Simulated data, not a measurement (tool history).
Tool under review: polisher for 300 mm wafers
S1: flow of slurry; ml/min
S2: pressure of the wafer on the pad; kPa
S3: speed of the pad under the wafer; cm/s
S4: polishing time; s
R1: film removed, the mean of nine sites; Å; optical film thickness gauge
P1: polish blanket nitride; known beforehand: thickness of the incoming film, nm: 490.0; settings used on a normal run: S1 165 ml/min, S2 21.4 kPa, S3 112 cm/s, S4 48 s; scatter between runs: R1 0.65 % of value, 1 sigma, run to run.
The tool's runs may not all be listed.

Run 1, hour 8.9: S1 165 ml/min, S2 21.4 kPa, S3 112 cm/s, S4 48 s. Result: R1 945.57 Å.
Run 2, hour 18.7: S1 255 ml/min, S2 21.4 kPa, S3 112 cm/s, S4 48 s. Result: R1 1005.9 Å.
Run 3, hour 24.1: S1 165 ml/min, S2 21.4 kPa, S3 112 cm/s, S4 48 s. Result: R1 953.91 Å.
Run 4, hour 32.5: S1 165 ml/min, S2 21.4 kPa, S3 112 cm/s, S4 48 s. Result: R1 956 Å.
Run 5, hour 40.7: S1 165 ml/min, S2 21.4 kPa, S3 170 cm/s, S4 48 s. Result: R1 1319.1 Å.
Run 6, hour 45.5: S1 165 ml/min, S2 21.4 kPa, S3 76 cm/s, S4 22 s. Result: R1 320.54 Å.
Run 7, hour 53.3: S1 165 ml/min, S2 21.4 kPa, S3 56 cm/s, S4 48 s. Result: R1 545.83 Å.
Run 8, hour 63.1: S1 165 ml/min, S2 21.4 kPa, S3 112 cm/s, S4 32 s. Result: R1 633.24 Å.
At hour 70.1: head pressure recalibrated.
Run 9, hour 72.1: S1 165 ml/min, S2 9.7 kPa, S3 112 cm/s, S4 28 s. Result: R1 251.14 Å.
Run 10, hour 81.4: S1 105 ml/min, S2 21.4 kPa, S3 112 cm/s, S4 48 s. Result: R1 872.81 Å.
Run 11, hour 87.4: S1 165 ml/min, S2 21.4 kPa, S3 112 cm/s, S4 71 s. Result: R1 1410.2 Å.
Run 12, hour 96.1: S1 165 ml/min, S2 13.1 kPa, S3 112 cm/s, S4 48 s. Result: R1 580.62 Å.
Run 13, hour 101.4: S1 100 ml/min, S2 15.2 kPa, S3 112 cm/s, S4 48 s. Result: R1 610.76 Å.
Run 14, hour 111: S1 165 ml/min, S2 33.1 kPa, S3 112 cm/s, S4 48 s. Result: R1 1462 Å.
Run 15, hour 116: S1 165 ml/min, S2 21.4 kPa, S3 112 cm/s, S4 48 s. Result: R1 949.64 Å.
Run 16, hour 122.3: S1 165 ml/min, S2 21.4 kPa, S3 112 cm/s, S4 48 s. Result: R1 952.62 Å.
Run 17, hour 127.8: S1 165 ml/min, S2 21.4 kPa, S3 112 cm/s, S4 48 s. Result: R1 946.41 Å.
Run 18, hour 137.2: S1 165 ml/min, S2 21.4 kPa, S3 112 cm/s, S4 48 s. Result: R1 926.88 Å.
Run 19, hour 144.8: S1 165 ml/min, S2 21.4 kPa, S3 112 cm/s, S4 48 s. Result: R1 908.74 Å.
Run 20, hour 152.5: S1 165 ml/min, S2 21.4 kPa, S3 112 cm/s, S4 48 s. Result: R1 905.12 Å.
Run 21, hour 160.5: S1 165 ml/min, S2 21.4 kPa, S3 112 cm/s, S4 48 s. Result: R1 887.66 Å.
Run 22, hour 168.6: S1 165 ml/min, S2 21.4 kPa, S3 112 cm/s, S4 48 s. Result: R1 886.15 Å.
Run 23, hour 175.9: S1 165 ml/min, S2 21.4 kPa, S3 112 cm/s, S4 48 s. Result: R1 885.62 Å.
Run 24, hour 183.4: S1 165 ml/min, S2 21.4 kPa, S3 112 cm/s, S4 48 s. Result: R1 891.81 Å.
At hour 184.3: worn pad replaced by a new one.
Run 25, hour 191.4: S1 165 ml/min, S2 21.4 kPa, S3 112 cm/s, S4 48 s. Result: R1 873.33 Å.
Run 26, hour 198.9: S1 165 ml/min, S2 21.4 kPa, S3 112 cm/s, S4 48 s. Result: R1 884.87 Å.
Run 27, hour 205: S1 165 ml/min, S2 21.4 kPa, S3 112 cm/s, S4 48 s. Result: R1 875.77 Å.
Run 28, hour 212.2: S1 165 ml/min, S2 21.4 kPa, S3 112 cm/s, S4 48 s. Result: R1 876.82 Å.

Compared with where it was, what P1 gives has crept away. Each cause listed below fits the log as well as the rest, at the size given for it:
A: head's pressure below its setpoint, % = 7.3
B: slurry flow missing at the pad, % = 32.7
Onset of the creep was near hour 127.8.
All other causes, with the reason each is excluded:
removal rate lost through wear of the pad, %: work on it at hour 184.3, done after the drift set in, did not restore what the process gave before

You are offered 4 check runs, listed below with question marks in place of their results; each one averages 5 wafers. Which run separates the listed causes by giving clearly different results for each?
Run check 1, hour 219.4: S1 235 ml/min, S2 21.4 kPa, S3 112 cm/s, S4 48 s. Result: R1 ?.
Run check 2, hour 219.4: S1 165 ml/min, S2 31 kPa, S3 80 cm/s, S4 48 s. Result: R1 ?.
Run check 3, hour 219.4: S1 165 ml/min, S2 13.8 kPa, S3 112 cm/s, S4 48 s. Result: R1 ?.
Run check 4, hour 219.4: S1 165 ml/min, S2 21.4 kPa, S3 154 cm/s, S4 48 s. Result: R1 ?.

How each check would come out, cause by cause:
  check  result    if A    if B
check 1      R1  923.54  943.34
check 2      R1   976.5  976.55
check 3      R1  568.06  568.09
check 4      R1    1136    1136
Distance between the nearest two causes, measured in the result of the check that separates them most: check 1 2.12 %; check 2 0.01 %; check 3 0.01 %; check 4 0.01 %
Check 1 is the one run that separates the causes; every other check would come out nearly the same whichever cause is at work.

The results of check 1 are: R1 920.89 Å. Based on these, which of the listed causes is it?

A is the cause: head's pressure below its setpoint, %.
